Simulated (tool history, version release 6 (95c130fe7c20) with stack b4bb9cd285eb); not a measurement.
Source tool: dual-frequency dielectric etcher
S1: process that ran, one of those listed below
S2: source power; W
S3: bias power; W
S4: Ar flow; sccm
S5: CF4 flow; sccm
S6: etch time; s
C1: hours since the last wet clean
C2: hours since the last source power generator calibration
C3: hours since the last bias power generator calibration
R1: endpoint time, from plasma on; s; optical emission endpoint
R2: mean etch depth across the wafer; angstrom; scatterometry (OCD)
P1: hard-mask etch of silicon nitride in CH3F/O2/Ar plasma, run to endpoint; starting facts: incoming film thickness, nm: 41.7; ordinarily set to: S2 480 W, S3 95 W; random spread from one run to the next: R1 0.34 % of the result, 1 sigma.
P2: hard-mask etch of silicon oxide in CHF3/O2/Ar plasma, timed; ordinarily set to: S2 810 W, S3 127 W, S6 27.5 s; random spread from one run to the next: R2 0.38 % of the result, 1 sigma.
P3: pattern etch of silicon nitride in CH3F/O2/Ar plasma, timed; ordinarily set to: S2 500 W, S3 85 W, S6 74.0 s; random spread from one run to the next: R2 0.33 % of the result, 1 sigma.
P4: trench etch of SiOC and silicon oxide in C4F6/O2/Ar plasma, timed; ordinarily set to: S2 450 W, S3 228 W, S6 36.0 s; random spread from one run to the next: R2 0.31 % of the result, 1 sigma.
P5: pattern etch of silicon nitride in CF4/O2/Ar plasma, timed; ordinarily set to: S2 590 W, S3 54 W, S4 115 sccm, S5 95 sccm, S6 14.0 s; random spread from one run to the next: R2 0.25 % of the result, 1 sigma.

Run 1, hour 7.8: S1 P1, S2 480 W, S3 95 W; C1 229.9; C2 851.6; C3 1947.6. Result: R1 51.642 s.
Run 2, hour 15.6: S1 P5, S2 590 W, S3 71 W, S4 115 sccm, S5 95 sccm, S6 14.0 s; C1 237.7; C2 859.4; C3 1955.4. Result: R2 334.81 angstrom.
Run 3, hour 22.7: S1 P1, S2 480 W, S3 95 W; C1 244.8; C2 866.5; C3 1962.5. Result: R1 51.937 s.
Run 4, hour 35.9: S1 P1, S2 480 W, S3 95 W; C1 258.0; C2 879.7; C3 1975.7. Result: R1 52.001 s.
Run 5, hour 47.6: S1 P1, S2 480 W, S3 95 W; C1 269.7; C2 891.4; C3 1987.4. Result: R1 51.856 s.
Run 6, hour 54.0: S1 P1, S2 630 W, S3 95 W; C1 276.1; C2 897.8; C3 1993.8. Result: R1 46.663 s.
Run 7, hour 60.4: S1 P4, S2 450 W, S3 228 W, S6 36.0 s; C1 282.5; C2 904.2; C3 2000.2. Result: R2 775.26 angstrom.
Run 8, hour 73.0: S1 P3, S2 500 W, S3 116 W, S6 74.0 s; C1 295.1; C2 916.8; C3 2012.8. Result: R2 655.39 angstrom.
Run 9, hour 79.5: S1 P2, S2 970 W, S3 127 W, S6 27.5 s; C1 301.6; C2 923.3; C3 2019.3. Result: R2 564.17 angstrom.
Run 10, hour 93.0: S1 P5, S2 590 W, S3 54 W, S4 151 sccm, S5 95 sccm, S6 14.0 s; C1 315.1; C2 936.8; C3 2032.8. Result: R2 287.47 angstrom.
Run 11, hour 102.5: S1 P5, S2 590 W, S3 54 W, S4 115 sccm, S5 70 sccm, S6 14.0 s; C1 324.6; C2 946.3; C3 2042.3. Result: R2 286.23 angstrom.
Run 12, hour 108.8: S1 P1, S2 480 W, S3 95 W; C1 330.9; C2 952.6; C3 2048.6. Result: R1 51.670 s.
Run 13, hour 116.0: S1 P3, S2 630 W, S3 85 W, S6 74.0 s; C1 338.1; C2 959.8; C3 2055.8. Result: R2 639.80 angstrom.
Run 14, hour 124.0: S1 P5, S2 360 W, S3 54 W, S4 115 sccm, S5 95 sccm, S6 14.0 s; C1 346.1; C2 967.8; C3 2063.8. Result: R2 195.93 angstrom.
Run 15, hour 132.3: S1 P3, S2 500 W, S3 85 W, S6 46.0 s; C1 354.4; C2 976.1; C3 2072.1. Result: R2 363.24 angstrom.
Run 16, hour 141.4: S1 P3, S2 500 W, S3 85 W, S6 74.0 s; C1 363.5; C2 985.2; C3 2081.2. Result: R2 592.96 angstrom.
Run 17, hour 149.2: S1 P4, S2 450 W, S3 140 W, S6 36.0 s; C1 371.3; C2 993.0; C3 2089.0. Result: R2 669.26 angstrom.
Run 18, hour 159.1: S1 P5, S2 590 W, S3 54 W, S4 115 sccm, S5 95 sccm, S6 20.5 s; C1 381.2; C2 1002.9; C3 2098.9. Result: R2 436.25 angstrom.
Run 19, hour 170.7: S1 P4, S2 450 W, S3 228 W, S6 27.5 s; C1 392.8; C2 1014.5; C3 2110.5. Result: R2 592.91 angstrom.
Run 20, hour 181.0: S1 P1, S2 320 W, S3 95 W; C1 403.1; C2 1024.8; C3 2120.8. Result: R1 59.900 s.
Run 21, hour 193.4: S1 P2, S2 810 W, S3 127 W, S6 15.0 s; C1 415.5; C2 1037.2; C3 2133.2. Result: R2 286.53 angstrom.
Run 22, hour 206.3: S1 P1, S2 480 W, S3 95 W; C1 428.4; C2 1050.1; C3 2146.1. Result: R1 51.681 s.
Run 23, hour 217.3: S1 P2, S2 810 W, S3 127 W, S6 27.5 s; C1 439.4; C2 1061.1; C3 2157.1. Result: R2 526.73 angstrom.
Run 24, hour 225.8: S1 P1, S2 480 W, S3 61 W; C1 447.9; C2 1069.6; C3 2165.6. Result: R1 60.475 s.
Run 25, hour 236.5: S1 P1, S2 480 W, S3 113 W; C1 458.6; C2 1080.3; C3 2176.3. Result: R1 48.525 s.
Run 26, hour 248.1: S1 P4, S2 300 W, S3 228 W, S6 36.0 s; C1 470.2; C2 1091.9; C3 2187.9. Result: R2 664.26 angstrom.
Run 27, hour 258.8: S1 P2, S2 810 W, S3 177 W, S6 27.5 s; C1 480.9; C2 1102.6; C3 2198.6. Result: R2 583.46 angstrom.
Run 28, hour 270.6: S1 P1, S2 480 W, S3 95 W; C1 492.7; C2 1114.4; C3 2210.4. Result: R1 51.463 s.
Run 29, hour 277.9: S1 P5, S2 590 W, S3 54 W, S4 115 sccm, S5 95 sccm, S6 14.0 s; C1 500.0; C2 1121.7; C3 2217.7. Result: R2 300.16 angstrom.
Run 30, hour 285.8: S1 P1, S2 640 W, S3 71 W; C1 507.9; C2 1129.6; C3 2225.6. Result: R1 51.218 s.
Run 31, hour 297.5: S1 P5, S2 590 W, S3 54 W, S4 115 sccm, S5 95 sccm, S6 14.0 s; C1 519.6; C2 1141.3; C3 2237.3. Result: R2 299.47 angstrom.
Run 32, hour 309.7: S1 P1, S2 480 W, S3 95 W; C1 531.8; C2 1153.5; C3 2249.5. Result: R1 51.748 s.
Run 33, hour 321.6: S1 P1, S2 480 W, S3 95 W; C1 543.7; C2 1165.4; C3 2261.4. Result: R1 51.439 s.
Run 34, hour 331.1: S1 P1, S2 480 W, S3 95 W; C1 553.2; C2 1174.9; C3 2270.9. Result: R1 51.319 s.
Run 35, hour 339.9: S1 P1, S2 480 W, S3 95 W; C1 562.0; C2 1183.7; C3 2279.7. Result: R1 51.088 s.
At hour 341.7: wet clean of the chamber.
Run 36, hour 351.9: S1 P1, S2 480 W, S3 95 W; C1 10.2; C2 1195.7; C3 2291.7. Result: R1 50.837 s.
Run 37, hour 360.5: S1 P1, S2 480 W, S3 95 W; C1 18.8; C2 1204.3; C3 2300.3. Result: R1 50.916 s.
Run 38, hour 371.3: S1 P1, S2 480 W, S3 95 W; C1 29.6; C2 1215.1; C3 2311.1. Result: R1 51.019 s.
Run 39, hour 380.4: S1 P1, S2 480 W, S3 95 W; C1 38.7; C2 1224.2; C3 2320.2. Result: R1 51.251 s.
Run 40, hour 391.4: S1 P1, S2 480 W, S3 95 W; C1 49.7; C2 1235.2; C3 2331.2. Result: R1 50.947 s.
Run 41, hour 400.7: S1 P1, S2 480 W, S3 95 W; C1 59.0; C2 1244.5; C3 2340.5. Result: R1 50.548 s.

What P1 gives has crept off from where it sat before. The 2 causes that follow fit the log equally well, each at the size noted:
A: bias power that arrives over what is set, % = 4.81
B: source power that arrives over what is set, % = 4.62
The onset of the drift is placed at about hour 309.7.
The rest of the possible causes, and what rules out each one:
chamber walls in a state that raises the etch rate, %: serviced at hour 341.7, after the change had begun; the process did not return to its earlier output

Each of the 4 check runs below uses one wafer; its results are left as question marks. Which run tells the causes apart?
Run check 1, hour 410.0: S1 P5, S2 590 W, S3 54 W, S4 115 sccm, S5 95 sccm, S6 14.0 s. Result: R2 ?.
Run check 2, hour 410.0: S1 P2, S2 810 W, S3 127 W, S6 27.5 s. Result: R2 ?.
Run check 3, hour 410.0: S1 P3, S2 500 W, S3 85 W, S6 74.0 s. Result: R2 ?.
Run check 4, hour 410.0: S1 P4, S2 450 W, S3 228 W, S6 36.0 s. Result: R2 ?.

What each check would give under each cause:
  check  result    if A    if B
check 1      R2  304.31  310.78
check 2      R2  533.75  535.59
check 3      R2  598.00  598.33
check 4      R2  787.81  789.25
Gap, in per cent, between the two causes that each check separates least, read from the result that separates them most: check 1 2.11 %; check 2 0.34 %; check 3 0.06 %; check 4 0.18 %
The other checks would show nearly matching results whichever cause is true, so check 1 is the only one that separates the causes.

The results of check 1 are: R2 304.23 angstrom. Based on these, which of the listed causes is it?

A is the cause: bias power that arrives over what is set, %.

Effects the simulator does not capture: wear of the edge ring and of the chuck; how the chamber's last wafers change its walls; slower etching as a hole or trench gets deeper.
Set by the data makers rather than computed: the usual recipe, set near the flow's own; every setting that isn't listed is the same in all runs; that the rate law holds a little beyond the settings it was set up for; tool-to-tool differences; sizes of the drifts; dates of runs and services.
